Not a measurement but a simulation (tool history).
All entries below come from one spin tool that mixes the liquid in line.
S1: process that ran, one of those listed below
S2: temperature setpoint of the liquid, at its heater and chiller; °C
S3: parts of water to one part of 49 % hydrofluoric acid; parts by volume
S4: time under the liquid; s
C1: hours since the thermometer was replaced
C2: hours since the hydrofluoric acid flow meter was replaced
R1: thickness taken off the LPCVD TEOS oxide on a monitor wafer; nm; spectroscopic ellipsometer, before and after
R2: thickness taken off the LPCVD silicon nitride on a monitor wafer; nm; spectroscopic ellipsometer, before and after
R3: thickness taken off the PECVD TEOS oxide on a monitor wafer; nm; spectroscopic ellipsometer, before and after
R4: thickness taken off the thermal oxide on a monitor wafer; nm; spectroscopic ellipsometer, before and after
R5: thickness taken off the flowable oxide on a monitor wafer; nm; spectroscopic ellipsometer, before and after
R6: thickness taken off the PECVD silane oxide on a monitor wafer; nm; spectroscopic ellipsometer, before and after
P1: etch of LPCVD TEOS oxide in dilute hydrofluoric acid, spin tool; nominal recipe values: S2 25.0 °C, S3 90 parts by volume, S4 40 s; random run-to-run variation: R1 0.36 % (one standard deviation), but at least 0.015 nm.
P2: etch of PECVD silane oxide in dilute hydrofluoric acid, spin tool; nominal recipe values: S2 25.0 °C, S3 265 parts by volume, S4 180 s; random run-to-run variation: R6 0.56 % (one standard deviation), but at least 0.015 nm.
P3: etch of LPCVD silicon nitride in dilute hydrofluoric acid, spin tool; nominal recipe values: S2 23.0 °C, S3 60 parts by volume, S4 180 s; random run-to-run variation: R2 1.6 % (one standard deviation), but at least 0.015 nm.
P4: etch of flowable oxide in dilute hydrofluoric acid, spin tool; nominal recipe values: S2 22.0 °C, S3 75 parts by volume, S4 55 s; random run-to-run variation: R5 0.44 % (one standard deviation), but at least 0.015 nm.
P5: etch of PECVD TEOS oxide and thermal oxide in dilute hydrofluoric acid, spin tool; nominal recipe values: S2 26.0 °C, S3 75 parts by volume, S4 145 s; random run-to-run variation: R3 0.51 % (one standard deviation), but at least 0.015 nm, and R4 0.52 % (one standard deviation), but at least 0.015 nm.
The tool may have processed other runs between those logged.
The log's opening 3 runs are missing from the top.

run   hour  S1    S2   S3   S4      C1     C2       R1      R2      R3       R4      R5      R6
  4   26.0  P5  20.0   75  145  1557.9  663.5                   26.299   8.0349
  5   34.8  P4  22.0   75  105  1566.7  672.3                                    47.439
  6   43.6  P1  25.0   90   15  1575.5  681.1   4.3263
  7   48.5  P4  29.0   75   55  1580.4  686.0                                    32.859
  8   57.4  P1  19.5   90   40  1589.3  694.9   9.2542
  9   64.0  P3  23.0   60  180  1595.9  701.5           1.5768
 10   72.9  P1  25.0   90   40  1604.8  710.4  11.5360
 11   81.0  P5  26.0  140  145  1612.9  718.5                   16.371   5.1042
 12   88.3  P5  26.0   75  210  1620.2  725.8                   48.836  14.8200
 13   96.7  P2  25.0  265  180  1628.6  734.2                                            13.215
 14  103.2  P3  30.5   60  180  1635.1  740.7           2.6690
 15  110.9  P5  26.0   75  145  1642.8  748.4                   33.377  10.2650
 16  118.7  P1  25.0   45   65  1650.6  756.2  39.7750
 17  126.3  P1  25.0  150   40  1658.2  763.8   6.3801
 18  135.2  P1  25.0   90   75  1667.1  772.7  21.6570
 19  139.2  P4  22.0   75   55  1671.1  776.7                                    25.070
 20  143.5  P2  31.0  265  180  1675.4  781.0                                            16.282
 21  147.9  P1  33.0   90   40  1679.8  785.4  15.7670
 22  152.2  P1  25.0   45   40  1684.1  789.7  24.6240

For run 23, what comes out?
 23  158.0  P4  22.0  35  55  1689.9  795.5                   ?

{"run 23": {"R5": 56.184}}
